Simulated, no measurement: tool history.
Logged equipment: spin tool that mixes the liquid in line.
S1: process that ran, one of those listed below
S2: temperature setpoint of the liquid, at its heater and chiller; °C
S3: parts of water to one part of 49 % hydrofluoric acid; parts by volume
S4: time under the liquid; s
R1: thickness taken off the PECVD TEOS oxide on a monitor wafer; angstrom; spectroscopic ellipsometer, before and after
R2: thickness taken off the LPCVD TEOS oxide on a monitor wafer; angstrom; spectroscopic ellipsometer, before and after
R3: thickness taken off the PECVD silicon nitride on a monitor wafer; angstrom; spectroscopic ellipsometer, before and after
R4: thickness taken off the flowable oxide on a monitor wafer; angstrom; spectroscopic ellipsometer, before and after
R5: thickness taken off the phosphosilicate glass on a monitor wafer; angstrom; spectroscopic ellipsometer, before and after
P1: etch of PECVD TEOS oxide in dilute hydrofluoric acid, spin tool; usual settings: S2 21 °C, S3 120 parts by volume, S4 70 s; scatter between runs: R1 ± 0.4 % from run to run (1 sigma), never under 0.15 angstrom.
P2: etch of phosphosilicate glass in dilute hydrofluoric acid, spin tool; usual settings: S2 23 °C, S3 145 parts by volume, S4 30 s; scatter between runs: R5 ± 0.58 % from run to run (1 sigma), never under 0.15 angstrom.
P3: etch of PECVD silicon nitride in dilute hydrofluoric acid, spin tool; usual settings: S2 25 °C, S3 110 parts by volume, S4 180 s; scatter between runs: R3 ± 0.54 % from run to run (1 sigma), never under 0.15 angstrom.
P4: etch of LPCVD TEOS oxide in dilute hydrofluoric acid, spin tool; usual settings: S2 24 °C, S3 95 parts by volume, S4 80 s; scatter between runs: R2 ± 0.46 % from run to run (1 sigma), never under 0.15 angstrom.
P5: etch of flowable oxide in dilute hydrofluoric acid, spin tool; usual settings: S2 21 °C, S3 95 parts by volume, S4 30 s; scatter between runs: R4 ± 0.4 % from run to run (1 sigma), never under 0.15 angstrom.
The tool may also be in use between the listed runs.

{"run": 1, "hour": 16.7, "S1": "P1", "S2": 21, "S3": 120, "S4": 70, "R1": 101.05}
{"run": 2, "hour": 30.2, "S1": "P4", "S2": 24, "S3": 95, "S4": 15, "R2": 70.314}
{"run": 3, "hour": 43.4, "S1": "P3", "S2": 25, "S3": 110, "S4": 180, "R3": 82.586}
{"run": 4, "hour": 54.1, "S1": "P3", "S2": 25, "S3": 50, "S4": 180, "R3": 179.22}
{"run": 5, "hour": 69.5, "S1": "P5", "S2": 21, "S3": 95, "S4": 15, "R4": 54.87}
{"run": 6, "hour": 83.9, "S1": "P1", "S2": 21, "S3": 120, "S4": 70, "R1": 100.86}
{"run": 7, "hour": 94.4, "S1": "P1", "S2": 21, "S3": 175, "S4": 70, "R1": 65.016}
{"run": 8, "hour": 107.6, "S1": "P1", "S2": 27, "S3": 60, "S4": 70, "R1": 274.92}
{"hour": 109.1, "done": "thermometer replaced"}
{"run": 9, "hour": 120.4, "S1": "P1", "S2": 21, "S3": 120, "S4": 70, "R1": 100.48}
{"hour": 120.9, "done": "hydrofluoric acid flow meter replaced"}
{"run": 10, "hour": 135.8, "S1": "P1", "S2": 21, "S3": 120, "S4": 15, "R1": 21.61}
{"run": 11, "hour": 145.5, "S1": "P5", "S2": 21, "S3": 95, "S4": 30, "R4": 110.27}
{"run": 12, "hour": 157.3, "S1": "P4", "S2": 19.5, "S3": 95, "S4": 80, "R2": 313.31}
{"run": 13, "hour": 174.8, "S1": "P2", "S2": 17.5, "S3": 145, "S4": 30, "R5": 298.45}
{"run": 14, "hour": 183.3, "S1": "P2", "S2": 23, "S3": 145, "S4": 30, "R5": 367.82}
{"run": 15, "hour": 197.2, "S1": "P2", "S2": 23, "S3": 145, "S4": 45, "R5": 556.18}
{"run": 16, "hour": 205.8, "S1": "P1", "S2": 21, "S3": 120, "S4": 70, "R1": 100.17}
{"run": 17, "hour": 223.1, "S1": "P3", "S2": 25, "S3": 110, "S4": 70, "R3": 32.144}
{"run": 18, "hour": 235.9, "S1": "P5", "S2": 28.5, "S3": 95, "S4": 30, "R4": 148.16}
{"run": 19, "hour": 252.7, "S1": "P2", "S2": 23, "S3": 145, "S4": 30, "R5": 366.35}
{"run": 20, "hour": 263.0, "S1": "P4", "S2": 24, "S3": 55, "S4": 80, "R2": 686.46}
{"run": 21, "hour": 274.9, "S1": "P1", "S2": 21, "S3": 120, "S4": 70, "R1": 100.91}
{"run": 22, "hour": 285.3, "S1": "P1", "S2": 21, "S3": 120, "S4": 70, "R1": 101.09}
{"run": 23, "hour": 302.2, "S1": "P1", "S2": 26, "S3": 120, "S4": 70, "R1": 122.25}
{"run": 24, "hour": 310.8, "S1": "P1", "S2": 17, "S3": 120, "S4": 70, "R1": 85.557}
{"run": 25, "hour": 328.3, "S1": "P5", "S2": 21, "S3": 150, "S4": 30, "R4": 65.681}
{"run": 26, "hour": 344.8, "S1": "P3", "S2": 17.5, "S3": 110, "S4": 180, "R3": 50.428}
{"run": 27, "hour": 361.5, "S1": "P1", "S2": 21, "S3": 30, "S4": 70, "R1": 443.56}
{"run": 28, "hour": 379.7, "S1": "P1", "S2": 21, "S3": 120, "S4": 120, "R1": 173.92}
{"run": 29, "hour": 390.8, "S1": "P5", "S2": 21, "S3": 95, "S4": 30, "R4": 110.22}
{"run": 30, "hour": 407.5, "S1": "P4", "S2": 24, "S3": 95, "S4": 80, "R2": 375.41}
{"run": 31, "hour": 426.0, "S1": "P2", "S2": 23, "S3": 60, "S4": 30, "R5": 987.03}

The next listed run, before its measurement:
{"run": 32, "hour": 438.6, "S1": "P1", "S2": 21, "S3": 120, "S4": 70, "R1": "?"}

Run 32 produced R1 100.49 angstrom.
